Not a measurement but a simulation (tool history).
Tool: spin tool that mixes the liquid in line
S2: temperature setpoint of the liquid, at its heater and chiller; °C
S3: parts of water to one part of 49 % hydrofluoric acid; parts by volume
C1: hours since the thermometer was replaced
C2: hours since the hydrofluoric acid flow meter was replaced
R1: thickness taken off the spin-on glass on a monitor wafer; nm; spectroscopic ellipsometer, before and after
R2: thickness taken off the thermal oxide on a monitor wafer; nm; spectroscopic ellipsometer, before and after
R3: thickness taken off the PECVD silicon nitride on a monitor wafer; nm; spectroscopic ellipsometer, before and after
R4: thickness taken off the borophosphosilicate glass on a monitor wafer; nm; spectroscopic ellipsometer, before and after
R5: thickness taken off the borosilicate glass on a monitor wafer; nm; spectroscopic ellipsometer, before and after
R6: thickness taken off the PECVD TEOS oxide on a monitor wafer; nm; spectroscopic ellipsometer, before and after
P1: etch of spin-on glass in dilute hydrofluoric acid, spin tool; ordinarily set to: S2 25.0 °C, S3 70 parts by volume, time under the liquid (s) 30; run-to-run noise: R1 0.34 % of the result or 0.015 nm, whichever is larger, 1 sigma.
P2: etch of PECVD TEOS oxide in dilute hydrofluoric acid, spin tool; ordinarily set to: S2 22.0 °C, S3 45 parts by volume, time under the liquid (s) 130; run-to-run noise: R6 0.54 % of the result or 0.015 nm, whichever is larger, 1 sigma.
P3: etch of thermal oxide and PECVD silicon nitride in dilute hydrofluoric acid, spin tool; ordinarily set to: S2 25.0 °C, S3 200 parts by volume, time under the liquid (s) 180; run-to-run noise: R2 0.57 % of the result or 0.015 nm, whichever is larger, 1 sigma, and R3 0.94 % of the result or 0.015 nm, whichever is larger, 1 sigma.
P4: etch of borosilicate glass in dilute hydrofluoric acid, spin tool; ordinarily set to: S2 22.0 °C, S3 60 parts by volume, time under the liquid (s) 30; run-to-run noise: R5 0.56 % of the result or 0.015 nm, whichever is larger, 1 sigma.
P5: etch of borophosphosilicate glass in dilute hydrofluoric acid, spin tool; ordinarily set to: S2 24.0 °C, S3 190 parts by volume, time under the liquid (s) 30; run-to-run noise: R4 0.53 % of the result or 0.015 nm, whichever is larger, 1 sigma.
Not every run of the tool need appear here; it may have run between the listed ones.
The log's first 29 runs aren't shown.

run 30 hour=369.0 | process_that_ran=P1 S2=25.0 S3=100 time_under_the_liquid_(s)=30 | C1=253.9 C2=456.2 | R1=10.6540
run 31 hour=385.6 | process_that_ran=P4 S2=22.0 S3=90 time_under_the_liquid_(s)=30 | C1=270.5 C2=472.8 | R5=7.0357
run 32 hour=398.2 | process_that_ran=P1 S2=25.0 S3=70 time_under_the_liquid_(s)=30 | C1=283.1 C2=485.4 | R1=15.9590
run 33 hour=412.7 | process_that_ran=P1 S2=25.0 S3=70 time_under_the_liquid_(s)=30 | C1=297.6 C2=499.9 | R1=15.9160
run 34 hour=424.9 | process_that_ran=P1 S2=25.0 S3=70 time_under_the_liquid_(s)=30 | C1=309.8 C2=512.1 | R1=15.8310
run 35 hour=438.1 | process_that_ran=P1 S2=25.0 S3=70 time_under_the_liquid_(s)=30 | C1=323.0 C2=525.3 | R1=15.4190
run 36 hour=453.5 | process_that_ran=P1 S2=25.0 S3=70 time_under_the_liquid_(s)=30 | C1=338.4 C2=540.7 | R1=15.0950
run 37 hour=468.1 | process_that_ran=P1 S2=25.0 S3=70 time_under_the_liquid_(s)=30 | C1=353.0 C2=555.3 | R1=14.8320
run 38 hour=484.2 | process_that_ran=P1 S2=25.0 S3=70 time_under_the_liquid_(s)=30 | C1=369.1 C2=571.4 | R1=14.6000
run 39 hour=493.7 | process_that_ran=P1 S2=25.0 S3=70 time_under_the_liquid_(s)=30 | C1=378.6 C2=580.9 | R1=14.6160
run 40 hour=509.4 | process_that_ran=P1 S2=25.0 S3=70 time_under_the_liquid_(s)=30 | C1=394.3 C2=596.6 | R1=14.5020
run 41 hour=523.7 | process_that_ran=P1 S2=25.0 S3=70 time_under_the_liquid_(s)=30 | C1=408.6 C2=610.9 | R1=14.4710
run 42 hour=536.9 | process_that_ran=P1 S2=25.0 S3=70 time_under_the_liquid_(s)=30 | C1=421.8 C2=624.1 | R1=14.3680
run 43 hour=553.7 | process_that_ran=P1 S2=25.0 S3=70 time_under_the_liquid_(s)=30 | C1=438.6 C2=640.9 | R1=14.4420

Run 44 is up next; what results do you expect?
run 44 hour=565.6 | process_that_ran=P1 S2=25.0 S3=70 time_under_the_liquid_(s)=30 | C1=450.5 C2=652.8 | R1=?

R1: 14.3760 nm
